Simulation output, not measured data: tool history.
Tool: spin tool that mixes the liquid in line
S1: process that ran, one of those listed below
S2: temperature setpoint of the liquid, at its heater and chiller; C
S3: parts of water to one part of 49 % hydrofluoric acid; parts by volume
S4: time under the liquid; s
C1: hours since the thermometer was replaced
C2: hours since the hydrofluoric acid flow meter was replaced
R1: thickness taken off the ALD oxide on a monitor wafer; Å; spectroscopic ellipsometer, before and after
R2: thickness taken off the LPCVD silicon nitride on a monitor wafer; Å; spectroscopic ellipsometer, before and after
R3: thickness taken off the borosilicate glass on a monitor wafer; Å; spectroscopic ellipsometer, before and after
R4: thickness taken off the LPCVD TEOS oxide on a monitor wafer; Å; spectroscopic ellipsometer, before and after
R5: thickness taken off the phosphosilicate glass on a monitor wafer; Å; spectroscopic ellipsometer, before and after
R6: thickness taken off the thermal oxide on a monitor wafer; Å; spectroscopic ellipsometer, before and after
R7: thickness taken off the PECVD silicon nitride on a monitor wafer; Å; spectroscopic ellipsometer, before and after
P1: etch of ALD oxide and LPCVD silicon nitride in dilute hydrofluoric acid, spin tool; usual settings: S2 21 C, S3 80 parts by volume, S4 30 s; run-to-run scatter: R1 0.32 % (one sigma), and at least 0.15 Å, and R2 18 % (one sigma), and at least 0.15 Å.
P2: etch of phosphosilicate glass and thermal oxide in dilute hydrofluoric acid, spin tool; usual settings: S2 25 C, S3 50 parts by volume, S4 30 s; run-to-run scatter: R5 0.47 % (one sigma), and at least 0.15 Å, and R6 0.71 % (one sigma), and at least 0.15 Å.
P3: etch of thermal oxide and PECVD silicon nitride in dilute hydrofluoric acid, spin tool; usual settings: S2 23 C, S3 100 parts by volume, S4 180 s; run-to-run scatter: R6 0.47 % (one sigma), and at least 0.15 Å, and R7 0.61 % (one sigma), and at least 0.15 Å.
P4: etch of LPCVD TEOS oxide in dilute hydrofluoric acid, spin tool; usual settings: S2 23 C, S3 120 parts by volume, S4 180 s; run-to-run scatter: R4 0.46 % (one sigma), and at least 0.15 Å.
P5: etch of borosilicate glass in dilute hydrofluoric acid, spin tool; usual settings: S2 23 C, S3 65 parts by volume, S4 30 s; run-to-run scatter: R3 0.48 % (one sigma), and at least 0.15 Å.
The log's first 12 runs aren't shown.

{"run": 13, "hour": 49.3, "S1": "P2", "S2": 25, "S3": 50, "S4": 30, "C1": 1839.9, "C2": 285.1, "R5": 512.5, "R6": 30.395}
{"run": 14, "hour": 52.7, "S1": "P4", "S2": 17, "S3": 120, "S4": 180, "C1": 1843.3, "C2": 288.5, "R4": 286.65}
{"run": 15, "hour": 55.5, "S1": "P5", "S2": 23, "S3": 65, "S4": 30, "C1": 1846.1, "C2": 291.3, "R3": 200.38}
{"run": 16, "hour": 60.1, "S1": "P1", "S2": 21, "S3": 80, "S4": 30, "C1": 1850.7, "C2": 295.9, "R1": 101.55, "R2": 1.0041}
{"run": 17, "hour": 62.6, "S1": "P4", "S2": 23, "S3": 55, "S4": 180, "C1": 1853.2, "C2": 298.4, "R4": 865.83}
{"run": 18, "hour": 66.7, "S1": "P1", "S2": 21, "S3": 80, "S4": 30, "C1": 1857.3, "C2": 302.5, "R1": 100.59, "R2": 1.517}
{"run": 19, "hour": 70.7, "S1": "P5", "S2": 30, "S3": 65, "S4": 30, "C1": 1861.3, "C2": 306.5, "R3": 265.1}
{"run": 20, "hour": 74.1, "S1": "P5", "S2": 23, "S3": 65, "S4": 55, "C1": 1864.7, "C2": 309.9, "R3": 367.18}
{"run": 21, "hour": 76.7, "S1": "P2", "S2": 31.5, "S3": 50, "S4": 30, "C1": 1867.3, "C2": 312.5, "R5": 664.39, "R6": 39.507}
{"run": 22, "hour": 80.2, "S1": "P4", "S2": 23, "S3": 120, "S4": 315, "C1": 1870.8, "C2": 316, "R4": 644.17}
{"run": 23, "hour": 84.1, "S1": "P1", "S2": 28.5, "S3": 80, "S4": 30, "C1": 1874.7, "C2": 319.9, "R1": 136.56, "R2": 2.1695}
{"run": 24, "hour": 87.1, "S1": "P2", "S2": 25, "S3": 85, "S4": 30, "C1": 1877.7, "C2": 322.9, "R5": 286.82, "R6": 16.852}
{"run": 25, "hour": 90.0, "S1": "P4", "S2": 23, "S3": 120, "S4": 180, "C1": 1880.6, "C2": 325.8, "R4": 367.48}
{"run": 26, "hour": 93.0, "S1": "P3", "S2": 31, "S3": 100, "S4": 180, "C1": 1883.6, "C2": 328.8, "R6": 106.75, "R7": 61.603}
{"run": 27, "hour": 96.4, "S1": "P3", "S2": 23, "S3": 100, "S4": 180, "C1": 1887, "C2": 332.2, "R6": 78.69, "R7": 37.27}
{"run": 28, "hour": 100.6, "S1": "P1", "S2": 25.5, "S3": 80, "S4": 15, "C1": 1891.2, "C2": 336.4, "R1": 60.761, "R2": 0.97864}
{"run": 29, "hour": 104.8, "S1": "P2", "S2": 25, "S3": 50, "S4": 15, "C1": 1895.4, "C2": 340.6, "R5": 255.5, "R6": 15.433}
{"run": 30, "hour": 109.6, "S1": "P3", "S2": 23, "S3": 35, "S4": 180, "C1": 1900.2, "C2": 345.4, "R6": 243.81, "R7": 103.55}
{"run": 31, "hour": 112.0, "S1": "P3", "S2": 23, "S3": 100, "S4": 355, "C1": 1902.6, "C2": 347.8, "R6": 155.08, "R7": 73.217}
{"run": 32, "hour": 115.1, "S1": "P1", "S2": 21, "S3": 80, "S4": 30, "C1": 1905.7, "C2": 350.9, "R1": 100.36, "R2": 1.8391}
{"run": 33, "hour": 118.1, "S1": "P1", "S2": 21, "S3": 80, "S4": 30, "C1": 1908.7, "C2": 353.9, "R1": 98.579, "R2": 1.1942}
{"run": 34, "hour": 122.5, "S1": "P1", "S2": 21, "S3": 80, "S4": 30, "C1": 1913.1, "C2": 358.3, "R1": 97.005, "R2": 1.2089}

The next listed run, before its measurement:
{"run": 35, "hour": 127.3, "S1": "P1", "S2": 21, "S3": 80, "S4": 30, "C1": 1917.9, "C2": 363.1, "R1": "?", "R2": "?"}

R1: 96.518 Å
R2: 0.98516 Å

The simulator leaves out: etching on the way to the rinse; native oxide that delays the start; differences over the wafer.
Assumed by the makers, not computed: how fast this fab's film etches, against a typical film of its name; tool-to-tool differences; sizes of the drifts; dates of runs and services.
